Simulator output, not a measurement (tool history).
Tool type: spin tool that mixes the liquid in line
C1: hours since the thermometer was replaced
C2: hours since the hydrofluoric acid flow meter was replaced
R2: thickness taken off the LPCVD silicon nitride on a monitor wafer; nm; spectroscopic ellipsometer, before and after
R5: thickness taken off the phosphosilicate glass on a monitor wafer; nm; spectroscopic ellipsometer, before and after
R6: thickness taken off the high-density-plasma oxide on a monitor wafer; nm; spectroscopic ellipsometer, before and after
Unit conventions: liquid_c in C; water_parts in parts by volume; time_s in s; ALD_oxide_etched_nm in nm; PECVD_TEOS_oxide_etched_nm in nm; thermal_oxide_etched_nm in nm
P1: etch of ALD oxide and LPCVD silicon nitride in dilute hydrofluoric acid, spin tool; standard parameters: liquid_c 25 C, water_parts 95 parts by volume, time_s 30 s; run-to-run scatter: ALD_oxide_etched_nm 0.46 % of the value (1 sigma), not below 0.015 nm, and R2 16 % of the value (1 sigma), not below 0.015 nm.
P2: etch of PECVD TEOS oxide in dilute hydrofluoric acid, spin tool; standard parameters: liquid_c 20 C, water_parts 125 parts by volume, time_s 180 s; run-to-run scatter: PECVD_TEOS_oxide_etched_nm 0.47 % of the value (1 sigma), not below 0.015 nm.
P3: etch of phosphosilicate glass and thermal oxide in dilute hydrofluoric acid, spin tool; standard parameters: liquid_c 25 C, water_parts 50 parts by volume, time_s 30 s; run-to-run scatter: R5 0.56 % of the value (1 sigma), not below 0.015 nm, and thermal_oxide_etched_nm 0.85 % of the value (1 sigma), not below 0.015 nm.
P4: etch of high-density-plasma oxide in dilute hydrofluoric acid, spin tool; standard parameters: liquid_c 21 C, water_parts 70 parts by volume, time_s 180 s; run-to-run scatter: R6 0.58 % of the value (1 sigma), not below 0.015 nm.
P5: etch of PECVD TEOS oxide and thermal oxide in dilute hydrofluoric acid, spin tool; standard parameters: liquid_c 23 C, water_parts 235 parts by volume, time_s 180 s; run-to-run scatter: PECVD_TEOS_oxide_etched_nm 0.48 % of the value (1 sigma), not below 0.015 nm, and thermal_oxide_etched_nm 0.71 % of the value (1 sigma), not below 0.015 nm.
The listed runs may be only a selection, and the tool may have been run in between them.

run 1 day=0.388 | process=P1 liquid_c=25 water_parts=95 time_s=30 | C1=371.2 C2=835.2 | ALD_oxide_etched_nm=10.608 R2=0.22491
run 2 day=0.783 | process=P1 liquid_c=32 water_parts=95 time_s=30 | C1=380.7 C2=844.7 | ALD_oxide_etched_nm=13.851 R2=0.21903
run 3 day=1.338 | process=P1 liquid_c=31 water_parts=95 time_s=15 | C1=394 C2=858 | ALD_oxide_etched_nm=6.6262 R2=0.10392
run 4 day=1.642 | process=P5 liquid_c=31 water_parts=235 time_s=180 | C1=401.3 C2=865.3 | PECVD_TEOS_oxide_etched_nm=9.2442 thermal_oxide_etched_nm=3.8475
run 5 day=2.158 | process=P2 liquid_c=17 water_parts=125 time_s=180 | C1=413.7 C2=877.7 | PECVD_TEOS_oxide_etched_nm=16.113
run 6 day=2.633 | process=P1 liquid_c=32.5 water_parts=95 time_s=15 | C1=425.1 C2=889.1 | ALD_oxide_etched_nm=6.9837 R2=0.1582
run 7 day=3.138 | process=P1 liquid_c=29 water_parts=95 time_s=15 | C1=437.2 C2=901.2 | ALD_oxide_etched_nm=6.1524 R2=0.093042
run 8 day=3.408 | process=P3 liquid_c=25 water_parts=50 time_s=30 | C1=443.7 C2=907.7 | thermal_oxide_etched_nm=3.146 R5=132.44
run 9 day=3.858 | process=P2 liquid_c=20 water_parts=125 time_s=180 | C1=454.5 C2=918.5 | PECVD_TEOS_oxide_etched_nm=18.307
run 10 day=4.242 | process=P1 liquid_c=25 water_parts=20 time_s=30 | C1=463.7 C2=927.7 | ALD_oxide_etched_nm=55.731 R2=0.80025
run 11 day=4.646 | process=P3 liquid_c=25 water_parts=50 time_s=55 | C1=473.4 C2=937.4 | thermal_oxide_etched_nm=5.8086 R5=243.44
run 12 day=5.196 | process=P1 liquid_c=25 water_parts=95 time_s=30 | C1=486.6 C2=950.6 | ALD_oxide_etched_nm=10.65 R2=0.096717
run 13 day=5.671 | process=P3 liquid_c=29.5 water_parts=50 time_s=30 | C1=498 C2=962 | thermal_oxide_etched_nm=3.7637 R5=159.72
-- day=6.033 thermometer replaced
run 14 day=6.204 | process=P4 liquid_c=21 water_parts=70 time_s=40 | C1=4.2 C2=974.8 | R6=2.5685
run 15 day=6.521 | process=P1 liquid_c=25 water_parts=95 time_s=60 | C1=11.8 C2=982.4 | ALD_oxide_etched_nm=21.112 R2=0.2617
run 16 day=6.817 | process=P5 liquid_c=23 water_parts=235 time_s=180 | C1=18.9 C2=989.5 | PECVD_TEOS_oxide_etched_nm=7.0563 thermal_oxide_etched_nm=2.9306
run 17 day=7.079 | process=P2 liquid_c=20 water_parts=125 time_s=290 | C1=25.2 C2=995.8 | PECVD_TEOS_oxide_etched_nm=29.476
run 18 day=7.675 | process=P5 liquid_c=23 water_parts=235 time_s=340 | C1=39.5 C2=1010.1 | PECVD_TEOS_oxide_etched_nm=13.196 thermal_oxide_etched_nm=5.5306
run 19 day=8.208 | process=P1 liquid_c=25 water_parts=95 time_s=30 | C1=52.3 C2=1022.9 | ALD_oxide_etched_nm=10.542 R2=0.13169
run 20 day=8.675 | process=P2 liquid_c=20 water_parts=45 time_s=180 | C1=63.5 C2=1034.1 | PECVD_TEOS_oxide_etched_nm=55.754
run 21 day=9.05 | process=P1 liquid_c=25 water_parts=95 time_s=30 | C1=72.5 C2=1043.1 | ALD_oxide_etched_nm=10.506 R2=0.17028
run 22 day=9.429 | process=P4 liquid_c=28 water_parts=70 time_s=180 | C1=81.6 C2=1052.2 | R6=15.265
run 23 day=9.783 | process=P1 liquid_c=21 water_parts=95 time_s=30 | C1=90.1 C2=1060.7 | ALD_oxide_etched_nm=9.0263 R2=0.13359
run 24 day=10.229 | process=P1 liquid_c=25 water_parts=95 time_s=15 | C1=100.8 C2=1071.4 | ALD_oxide_etched_nm=5.2645 R2=0.083624
run 25 day=10.562 | process=P4 liquid_c=21 water_parts=70 time_s=180 | C1=108.8 C2=1079.4 | R6=11.549
run 26 day=10.9 | process=P1 liquid_c=25 water_parts=95 time_s=30 | C1=116.9 C2=1087.5 | ALD_oxide_etched_nm=10.504 R2=0.19643
run 27 day=11.342 | process=P4 liquid_c=21 water_parts=130 time_s=180 | C1=127.5 C2=1098.1 | R6=5.8398
run 28 day=11.696 | process=P1 liquid_c=25 water_parts=95 time_s=30 | C1=136 C2=1106.6 | ALD_oxide_etched_nm=10.527 R2=0.16225
run 29 day=11.996 | process=P2 liquid_c=20 water_parts=125 time_s=180 | C1=143.2 C2=1113.8 | PECVD_TEOS_oxide_etched_nm=18.317
run 30 day=12.454 | process=P3 liquid_c=25 water_parts=20 time_s=30 | C1=154.2 C2=1124.8 | thermal_oxide_etched_nm=8.1478 R5=346.55
run 31 day=12.933 | process=P5 liquid_c=23 water_parts=370 time_s=180 | C1=165.7 C2=1136.3 | PECVD_TEOS_oxide_etched_nm=3.9613 thermal_oxide_etched_nm=1.6341
run 32 day=13.233 | process=P5 liquid_c=23 water_parts=235 time_s=180 | C1=172.9 C2=1143.5 | PECVD_TEOS_oxide_etched_nm=7.0006 thermal_oxide_etched_nm=2.9
run 33 day=13.729 | process=P1 liquid_c=25 water_parts=95 time_s=30 | C1=184.8 C2=1155.4 | ALD_oxide_etched_nm=10.554 R2=0.22595
run 34 day=14.042 | process=P1 liquid_c=25 water_parts=165 time_s=30 | C1=192.3 C2=1162.9 | ALD_oxide_etched_nm=5.5816 R2=0.087694
run 35 day=14.492 | process=P3 liquid_c=25 water_parts=50 time_s=30 | C1=203.1 C2=1173.7 | thermal_oxide_etched_nm=3.2133 R5=134.54
run 36 day=14.833 | process=P1 liquid_c=25 water_parts=95 time_s=30 | C1=211.3 C2=1181.9 | ALD_oxide_etched_nm=10.451 R2=0.20034
run 37 day=15.308 | process=P1 liquid_c=25 water_parts=95 time_s=30 | C1=222.7 C2=1193.3 | ALD_oxide_etched_nm=11.004 R2=0.15346
run 38 day=15.725 | process=P1 liquid_c=25 water_parts=95 time_s=30 | C1=232.7 C2=1203.3 | ALD_oxide_etched_nm=11.013 R2=0.19999
run 39 day=16.025 | process=P1 liquid_c=25 water_parts=95 time_s=30 | C1=239.9 C2=1210.5 | ALD_oxide_etched_nm=11.144 R2=0.18524
run 40 day=16.529 | process=P1 liquid_c=25 water_parts=95 time_s=30 | C1=252 C2=1222.6 | ALD_oxide_etched_nm=11.332 R2=0.18402
run 41 day=16.846 | process=P1 liquid_c=25 water_parts=95 time_s=30 | C1=259.6 C2=1230.2 | ALD_oxide_etched_nm=11.407 R2=0.17796
run 42 day=17.4 | process=P1 liquid_c=25 water_parts=95 time_s=30 | C1=272.9 C2=1243.5 | ALD_oxide_etched_nm=11.44 R2=0.1738
run 43 day=17.921 | process=P1 liquid_c=25 water_parts=95 time_s=30 | C1=285.4 C2=1256 | ALD_oxide_etched_nm=11.449 R2=0.21215
run 44 day=18.383 | process=P1 liquid_c=25 water_parts=95 time_s=30 | C1=296.5 C2=1267.1 | ALD_oxide_etched_nm=11.532 R2=0.1673
run 45 day=18.812 | process=P1 liquid_c=25 water_parts=95 time_s=30 | C1=306.8 C2=1277.4 | ALD_oxide_etched_nm=11.599 R2=0.21044
run 46 day=19.308 | process=P1 liquid_c=25 water_parts=95 time_s=30 | C1=318.7 C2=1289.3 | ALD_oxide_etched_nm=11.587 R2=0.21566

Compared with where it was, what P1 gives has crept away. Each cause listed below fits the log as well as the rest, at the size given for it:
A: hydrofluoric acid flow above the setpoint (%) = 8.48
B: liquid hotter than its thermometer reads (K) = 2.33
The gradual shift began around day 14.833.

Of the 4 check runs listed below, each run on one wafer and each result written as a question mark, which would let you distinguish the listed causes because they would give clearly different results?
run check 1 day=19.804 | process=P5 liquid_c=30.5 water_parts=340 time_s=180 | PECVD_TEOS_oxide_etched_nm=? thermal_oxide_etched_nm=?
run check 2 day=19.804 | process=P3 liquid_c=25 water_parts=35 time_s=30 | thermal_oxide_etched_nm=? R5=?
run check 3 day=19.804 | process=P4 liquid_c=25 water_parts=70 time_s=180 | R6=?
run check 4 day=19.804 | process=P2 liquid_c=20 water_parts=70 time_s=280 | PECVD_TEOS_oxide_etched_nm=?

Check results expected under each cause:
check=check_1 result=PECVD_TEOS_oxide_etched_nm if_A=6.2582 if_B=6.0213
check=check_1 result=thermal_oxide_etched_nm if_A=2.6077 if_B=2.509
check=check_2 result=thermal_oxide_etched_nm if_A=4.9737 if_B=5.0247
check=check_2 result=R5 if_A=212.51 if_B=214.69
check=check_3 result=R6 if_A=14.941 if_B=15.003
check=check_4 result=PECVD_TEOS_oxide_etched_nm if_A=58.987 if_B=59.513
Per-check spread between the two closest causes, in the result where they differ most: check 1 3.86 %; check 2 1.02 %; check 3 0.41 %; check 4 0.89 %
Only check 1 tells the causes apart: in the others they would give nearly the same result.

After running check 1, the following was obtained: PECVD_TEOS_oxide_etched_nm 6.3166 nm; thermal_oxide_etched_nm 2.6107 nm. Which cause does this point to?

It is A: hydrofluoric acid flow above the setpoint (%).
